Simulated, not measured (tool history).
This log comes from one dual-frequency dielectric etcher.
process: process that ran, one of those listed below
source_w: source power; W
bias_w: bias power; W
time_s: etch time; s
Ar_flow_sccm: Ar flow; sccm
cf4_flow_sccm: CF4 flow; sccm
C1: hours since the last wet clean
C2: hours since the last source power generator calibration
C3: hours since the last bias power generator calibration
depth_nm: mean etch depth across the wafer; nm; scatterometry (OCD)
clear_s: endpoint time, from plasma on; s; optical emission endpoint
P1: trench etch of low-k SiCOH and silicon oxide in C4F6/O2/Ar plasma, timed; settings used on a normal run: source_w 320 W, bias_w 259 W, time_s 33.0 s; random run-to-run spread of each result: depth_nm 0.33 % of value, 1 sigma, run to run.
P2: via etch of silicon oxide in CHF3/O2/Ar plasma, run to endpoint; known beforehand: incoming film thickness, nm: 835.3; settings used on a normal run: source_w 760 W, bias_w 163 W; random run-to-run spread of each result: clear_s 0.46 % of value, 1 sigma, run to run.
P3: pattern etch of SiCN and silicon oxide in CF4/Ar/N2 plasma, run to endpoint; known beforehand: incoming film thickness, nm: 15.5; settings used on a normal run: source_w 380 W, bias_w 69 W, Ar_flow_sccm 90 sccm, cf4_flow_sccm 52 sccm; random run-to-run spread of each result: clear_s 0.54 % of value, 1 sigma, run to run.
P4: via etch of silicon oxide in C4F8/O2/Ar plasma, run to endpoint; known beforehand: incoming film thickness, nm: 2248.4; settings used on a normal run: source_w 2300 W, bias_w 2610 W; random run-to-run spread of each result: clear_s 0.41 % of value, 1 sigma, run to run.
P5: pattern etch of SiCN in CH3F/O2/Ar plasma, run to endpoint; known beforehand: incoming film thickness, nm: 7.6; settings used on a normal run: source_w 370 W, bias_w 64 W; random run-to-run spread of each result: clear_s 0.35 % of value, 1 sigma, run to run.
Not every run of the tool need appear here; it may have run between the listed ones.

run 1 hour=13.3 | process=P1 source_w=320 bias_w=259 time_s=33.0 | C1=356.5 C2=2704.9 C3=1705.8 | depth_nm=103.680
run 2 hour=24.3 | process=P3 source_w=380 bias_w=69 Ar_flow_sccm=90 cf4_flow_sccm=31 | C1=367.5 C2=2715.9 C3=1716.8 | clear_s=23.793
run 3 hour=31.3 | process=P1 source_w=320 bias_w=259 time_s=33.0 | C1=374.5 C2=2722.9 C3=1723.8 | depth_nm=103.770
run 4 hour=41.0 | process=P4 source_w=2300 bias_w=3690 | C1=384.2 C2=2732.6 C3=1733.5 | clear_s=342.920
run 5 hour=52.1 | process=P1 source_w=320 bias_w=259 time_s=33.0 | C1=395.3 C2=2743.7 C3=1744.6 | depth_nm=103.830
run 6 hour=66.9 | process=P1 source_w=200 bias_w=196 time_s=33.0 | C1=410.1 C2=2758.5 C3=1759.4 | depth_nm=78.970
run 7 hour=74.7 | process=P4 source_w=1560 bias_w=2610 | C1=417.9 C2=2766.3 C3=1767.2 | clear_s=445.190
run 8 hour=84.3 | process=P5 source_w=370 bias_w=64 | C1=427.5 C2=2775.9 C3=1776.8 | clear_s=21.303
run 9 hour=93.1 | process=P1 source_w=220 bias_w=318 time_s=33.0 | C1=436.3 C2=2784.7 C3=1785.6 | depth_nm=97.326
run 10 hour=101.3 | process=P2 source_w=760 bias_w=163 | C1=444.5 C2=2792.9 C3=1793.8 | clear_s=392.000
run 11 hour=116.6 | process=P3 source_w=380 bias_w=44 Ar_flow_sccm=90 cf4_flow_sccm=52 | C1=459.8 C2=2808.2 C3=1809.1 | clear_s=25.207
run 12 hour=125.5 | process=P2 source_w=760 bias_w=163 | C1=468.7 C2=2817.1 C3=1818.0 | clear_s=394.240
run 13 hour=140.9 | process=P1 source_w=320 bias_w=259 time_s=33.0 | C1=484.1 C2=2832.5 C3=1833.4 | depth_nm=103.510
run 14 hour=151.1 | process=P3 source_w=380 bias_w=69 Ar_flow_sccm=90 cf4_flow_sccm=52 | C1=494.3 C2=2842.7 C3=1843.6 | clear_s=21.777
run 15 hour=160.6 | process=P1 source_w=320 bias_w=259 time_s=40.5 | C1=503.8 C2=2852.2 C3=1853.1 | depth_nm=127.500
run 16 hour=175.5 | process=P1 source_w=320 bias_w=259 time_s=33.0 | C1=518.7 C2=2867.1 C3=1868.0 | depth_nm=104.380
run 17 hour=187.0 | process=P1 source_w=320 bias_w=339 time_s=33.0 | C1=530.2 C2=2878.6 C3=1879.5 | depth_nm=114.580
run 18 hour=201.4 | process=P5 source_w=370 bias_w=51 | C1=544.6 C2=2893.0 C3=1893.9 | clear_s=23.079
-- hour=204.4 wet clean of the chamber
run 19 hour=211.1 | process=P1 source_w=420 bias_w=259 time_s=18.0 | C1=6.8 C2=2902.7 C3=1903.6 | depth_nm=63.183

Run 20, settings as shown, results not yet in. Your forecast:
run 20 hour=224.3 | process=P3 source_w=380 bias_w=69 Ar_flow_sccm=122 cf4_flow_sccm=52 | C1=20.0 C2=2915.9 C3=1916.8 | clear_s=?

Run 20 yielded clear_s 22.765 s.
